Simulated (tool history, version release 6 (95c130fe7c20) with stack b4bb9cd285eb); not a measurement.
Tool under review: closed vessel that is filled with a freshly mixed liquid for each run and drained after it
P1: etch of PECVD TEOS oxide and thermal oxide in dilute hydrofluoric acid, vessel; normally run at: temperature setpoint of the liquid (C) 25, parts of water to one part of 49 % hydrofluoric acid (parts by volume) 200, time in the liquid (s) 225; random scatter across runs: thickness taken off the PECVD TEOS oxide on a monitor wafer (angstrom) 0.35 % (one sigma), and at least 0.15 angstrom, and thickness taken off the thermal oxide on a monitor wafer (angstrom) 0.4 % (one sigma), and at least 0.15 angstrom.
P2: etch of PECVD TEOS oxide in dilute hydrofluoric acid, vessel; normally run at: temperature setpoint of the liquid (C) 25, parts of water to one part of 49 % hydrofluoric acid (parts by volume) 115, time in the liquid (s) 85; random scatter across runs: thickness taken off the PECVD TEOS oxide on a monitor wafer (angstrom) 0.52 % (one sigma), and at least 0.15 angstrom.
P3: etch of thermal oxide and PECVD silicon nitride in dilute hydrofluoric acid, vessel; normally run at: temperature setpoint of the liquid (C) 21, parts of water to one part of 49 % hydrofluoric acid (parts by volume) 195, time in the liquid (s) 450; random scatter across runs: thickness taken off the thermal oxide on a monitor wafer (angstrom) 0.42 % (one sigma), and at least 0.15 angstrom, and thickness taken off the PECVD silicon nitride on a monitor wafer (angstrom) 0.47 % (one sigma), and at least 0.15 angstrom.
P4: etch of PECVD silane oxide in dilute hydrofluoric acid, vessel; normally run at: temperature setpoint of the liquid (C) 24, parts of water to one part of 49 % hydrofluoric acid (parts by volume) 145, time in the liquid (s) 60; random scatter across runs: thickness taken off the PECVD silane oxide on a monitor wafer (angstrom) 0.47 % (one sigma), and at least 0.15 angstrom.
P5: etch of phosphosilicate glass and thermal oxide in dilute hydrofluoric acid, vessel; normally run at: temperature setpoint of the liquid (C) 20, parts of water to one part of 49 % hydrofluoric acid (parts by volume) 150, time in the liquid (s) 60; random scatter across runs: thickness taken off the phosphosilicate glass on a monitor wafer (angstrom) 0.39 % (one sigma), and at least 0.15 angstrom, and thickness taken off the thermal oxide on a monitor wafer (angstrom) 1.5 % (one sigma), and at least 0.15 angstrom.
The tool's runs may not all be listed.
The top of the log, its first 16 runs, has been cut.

run    day  process that ran  temperature setpoint of the liquid (C)  parts of water to one part of 49 % hydrofluoric acid (parts by volume)  time in the liquid (s)  thickness taken off the PECVD TEOS oxide on a monitor wafer (angstrom)  thickness taken off the thermal oxide on a monitor wafer (angstrom)  thickness taken off the PECVD silicon nitride on a monitor wafer (angstrom)  thickness taken off the phosphosilicate glass on a monitor wafer (angstrom)  thickness taken off the PECVD silane oxide on a monitor wafer (angstrom)
 17  2.604                P1                                      18                                                                     200                     225                                                                  83.675                                                               38.097
 18  2.692                P3                                      21                                                                     195                     450                                                                                                                                       81.526                                                                       67.059
 19  2.842                P1                                      25                                                                     290                     415                                                                  126.79                                                               57.821
 20  3.004                P1                                      25                                                                     200                     225                                                                  108.65                                                               49.855
 21  3.112                P1                                      29                                                                     200                     225                                                                  125.51                                                               58.053
 22  3.275                P2                                      25                                                                     115                      40                                                                  81.892
 23  3.412                P1                                      25                                                                     105                     225                                                                  231.69                                                               106.31
 24  3.525                P1                                      25                                                                     200                     345                                                                  168.35                                                               76.134
 25  3.725                P1                                      25                                                                     200                     225                                                                  109.53                                                               50.001
 26  3.929                P2                                      33                                                                     115                      85                                                                  234.25
 27    4.1                P1                                      25                                                                     365                     225                                                                  50.976                                                               23.334
 28    4.3                P4                                      24                                                                     145                      60                                                                                                                                                                                                                                                                                                                                                                           118.42
 29  4.504                P1                                      25                                                                     200                     100                                                                  48.559                                                               22.135
 30  4.688                P1                                      31                                                                     285                     225                                                                  85.474                                                               38.676
 31  4.838                P5                                      20                                                                     150                      30                                                                                                                                       7.7276                                                                                                                                                    97.637
 32  5.004                P5                                      20                                                                     150                      60                                                                                                                                       15.806                                                                                                                                                    194.84

Run 33, settings as shown, results not yet in. Your forecast:
 33  5.179                P1                                      25                                                                     200                     225                                                                       ?                                                                    ?

{"run 33": {"thickness taken off the PECVD TEOS oxide on a monitor wafer (angstrom)": 109.65, "thickness taken off the thermal oxide on a monitor wafer (angstrom)": 49.847}}
